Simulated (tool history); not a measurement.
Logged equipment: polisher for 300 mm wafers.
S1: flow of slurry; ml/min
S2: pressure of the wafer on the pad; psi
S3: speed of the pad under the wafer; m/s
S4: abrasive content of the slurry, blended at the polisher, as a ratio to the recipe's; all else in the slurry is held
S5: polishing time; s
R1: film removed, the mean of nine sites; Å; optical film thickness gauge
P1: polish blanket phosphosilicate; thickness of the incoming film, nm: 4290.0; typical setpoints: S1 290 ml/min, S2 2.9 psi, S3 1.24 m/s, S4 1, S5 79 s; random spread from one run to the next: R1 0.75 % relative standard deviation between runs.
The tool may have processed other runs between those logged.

{"run": 1, "hour": 4.4, "S1": 290, "S2": 2.9, "S3": 1.24, "S4": 1, "S5": 79, "R1": 7699.4}
{"run": 2, "hour": 9.4, "S1": 290, "S2": 2.9, "S3": 1.24, "S4": 0.55, "S5": 79, "R1": 5686.1}
{"run": 3, "hour": 13.0, "S1": 290, "S2": 2.9, "S3": 0.58, "S4": 1, "S5": 79, "R1": 4106.2}
{"run": 4, "hour": 16.5, "S1": 290, "S2": 2.9, "S3": 1.24, "S4": 1, "S5": 79, "R1": 7625.7}
{"hour": 16.6, "done": "head pressure recalibrated"}
{"run": 5, "hour": 19.9, "S1": 290, "S2": 2.9, "S3": 1.94, "S4": 1, "S5": 79, "R1": 10927}
{"run": 6, "hour": 25.8, "S1": 290, "S2": 2.9, "S3": 1.24, "S4": 1.2, "S5": 57, "R1": 6061.1}
{"run": 7, "hour": 31.7, "S1": 290, "S2": 4.2, "S3": 1.24, "S4": 1, "S5": 79, "R1": 11184}
{"run": 8, "hour": 36.8, "S1": 175, "S2": 2.9, "S3": 1.24, "S4": 1, "S5": 79, "R1": 7184.2}
{"run": 9, "hour": 41.2, "S1": 290, "S2": 2.9, "S3": 1.24, "S4": 1, "S5": 79, "R1": 7645.4}
{"run": 10, "hour": 46.2, "S1": 290, "S2": 2.9, "S3": 1.24, "S4": 1, "S5": 79, "R1": 7624.4}
{"run": 11, "hour": 51.8, "S1": 290, "S2": 2.9, "S3": 1.24, "S4": 1, "S5": 39, "R1": 3752.5}
{"hour": 52.0, "done": "slurry nozzle cleaned"}
{"run": 12, "hour": 56.7, "S1": 290, "S2": 1.3, "S3": 1.24, "S4": 1, "S5": 79, "R1": 3444.2}
{"run": 13, "hour": 59.9, "S1": 290, "S2": 2.9, "S3": 1.24, "S4": 1.3, "S5": 79, "R1": 8731.3}
{"run": 14, "hour": 64.6, "S1": 445, "S2": 2.9, "S3": 1.24, "S4": 1, "S5": 79, "R1": 7917.9}
{"run": 15, "hour": 68.3, "S1": 290, "S2": 2.9, "S3": 1.24, "S4": 1, "S5": 100, "R1": 9643.4}
{"run": 16, "hour": 73.7, "S1": 290, "S2": 2.9, "S3": 1.24, "S4": 1, "S5": 79, "R1": 7667.6}
{"run": 17, "hour": 78.8, "S1": 290, "S2": 2.9, "S3": 1.24, "S4": 1, "S5": 79, "R1": 7579.9}
{"run": 18, "hour": 83.8, "S1": 290, "S2": 2.9, "S3": 1.24, "S4": 1, "S5": 79, "R1": 7643.3}
{"run": 19, "hour": 88.9, "S1": 290, "S2": 2.9, "S3": 1.24, "S4": 1, "S5": 79, "R1": 7214.5}
{"run": 20, "hour": 93.4, "S1": 290, "S2": 2.9, "S3": 1.24, "S4": 1, "S5": 79, "R1": 6962.4}
{"hour": 96.9, "done": "head pressure recalibrated"}
{"run": 21, "hour": 97.6, "S1": 290, "S2": 2.9, "S3": 1.24, "S4": 1, "S5": 79, "R1": 6860.7}
{"run": 22, "hour": 100.3, "S1": 290, "S2": 2.9, "S3": 1.24, "S4": 1, "S5": 79, "R1": 6756.9}
{"run": 23, "hour": 103.7, "S1": 290, "S2": 2.9, "S3": 1.24, "S4": 1, "S5": 79, "R1": 6656.5}
{"hour": 105.0, "done": "conditioning disc replaced and pad reconditioned"}
{"run": 24, "hour": 108.4, "S1": 290, "S2": 2.9, "S3": 1.24, "S4": 1, "S5": 79, "R1": 6630.2}
{"run": 25, "hour": 114.4, "S1": 290, "S2": 2.9, "S3": 1.24, "S4": 1, "S5": 79, "R1": 6743.9}

Compared with where it was, what P1 gives has crept away. Each cause listed below fits the log as well as the rest, at the size given for it:
A: removal rate lost through wear of the pad, % = 13.4
B: abrasive missing from the slurry, % = 25.4
At approximately hour 83.8, the process output began to creep.
Each remaining cause and why it is not a fit:
slurry flow missing at the pad, %: at its largest 40, which would move R1 by -5.9 %, too little to match the creep or of the wrong sign
head's pressure below its setpoint, %: serviced at hour 96.9, after the change had begun; the process did not return to its earlier output
time polished since the conditioner stopped cutting, s: serviced at hour 105, after the change had begun; the process did not return to its earlier output

4 check runs are offered, each on 3 wafers whose results are averaged, their results left as question marks. Which one tells the causes apart?
{"run": "check 1", "hour": 120.4, "S1": 290, "S2": 2.9, "S3": 0.78, "S4": 1, "S5": 79, "R1": "?"}
{"run": "check 2", "hour": 120.4, "S1": 405, "S2": 1.9, "S3": 1.24, "S4": 1, "S5": 79, "R1": "?"}
{"run": "check 3", "hour": 120.4, "S1": 290, "S2": 2.9, "S3": 1.24, "S4": 0.6, "S5": 79, "R1": "?"}
{"run": "check 4", "hour": 120.4, "S1": 290, "S2": 2.9, "S3": 0.64, "S4": 1, "S5": 79, "R1": "?"}

Predicted outcomes, by check and by cause:
check=check_1 result=R1 if_A=4577 if_B=4576.9
check=check_2 result=R1 if_A=4461.6 if_B=4461.5
check=check_3 result=R1 if_A=5089.7 if_B=4906
check=check_4 result=R1 if_A=3907.1 if_B=3907
Minimum pairwise separation of causes per check, each pair taken at its best-separating result: check 1 0 %; check 2 0 %; check 3 3.67 %; check 4 0 %
Of the check runs offered, only check 3 discriminates between the causes; the rest would read about the same regardless of which cause applies.

Check 3 was carried out, with these results: R1 4913.9 Å. Which of the listed causes is responsible?

B is the cause: abrasive missing from the slurry, %.
